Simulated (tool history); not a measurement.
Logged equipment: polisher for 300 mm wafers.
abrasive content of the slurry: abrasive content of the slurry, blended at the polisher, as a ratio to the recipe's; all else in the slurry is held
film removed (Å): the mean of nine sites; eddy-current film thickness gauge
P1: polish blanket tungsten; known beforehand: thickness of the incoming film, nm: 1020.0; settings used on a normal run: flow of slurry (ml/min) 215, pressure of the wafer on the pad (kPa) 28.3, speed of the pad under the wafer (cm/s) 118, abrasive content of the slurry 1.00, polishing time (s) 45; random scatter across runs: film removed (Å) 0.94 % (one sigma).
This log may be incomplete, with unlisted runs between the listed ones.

run    day  flow of slurry (ml/min)  pressure of the wafer on the pad (kPa)  speed of the pad under the wafer (cm/s)  abrasive content of the slurry  polishing time (s)  film removed (Å)
  1  0.383                      215                                    28.3                                      118                            1.00                  45            2616.1
  2  0.733                      215                                    15.9                                      118                            1.00                  45            1442.4
  3  1.154                      215                                    28.3                                      118                            1.00                  45            2592.9
  4  1.371                      215                                    28.3                                      118                            1.00                  22            1288.1
     1.467  -- head pressure recalibrated
     1.638  -- worn pad replaced by a new one
  5  1.692                      215                                    28.3                                      118                            1.00                  64            3788.0
  6  1.938                      130                                    28.3                                      118                            1.00                  45            2420.5
  7  2.150                      215                                    28.3                                      118                            1.50                  45            2882.0
  8  2.354                      215                                    28.3                                      118                            1.00                  45            2579.1
  9  2.662                      320                                    28.3                                      118                            1.00                  45            2738.6
 10  2.917                      290                                    28.3                                      118                            1.30                  45            2880.6
 11  3.192                      215                                    28.3                                      118                            1.00                  45            2607.3
 12  3.633                      215                                    28.3                                      118                            0.55                  45            2294.0
 13  4.046                      215                                    28.3                                      118                            1.00                  45            2636.1
 14  4.388                      215                                    28.3                                      118                            1.00                  45            2596.9
 15  4.783                      215                                    28.3                                      118                            1.00                  45            2645.3
 16  5.058                      215                                    16.5                                      118                            1.00                  61            2064.6
 17  5.342                      215                                    44.1                                      118                            1.00                  45            4095.7
 18  5.725                      215                                    28.3                                       54                            1.00                  45            1174.3
 19  6.058                      215                                    28.3                                      172                            1.00                  45            3762.2
 20  6.267                      215                                    28.3                                      118                            1.00                  45            2618.0

What will run 21 give?
 21  6.667                      215                                    28.3                                      118                            1.00                  45                 ?

{"run 21": {"film removed (Å)": 2567.3}}
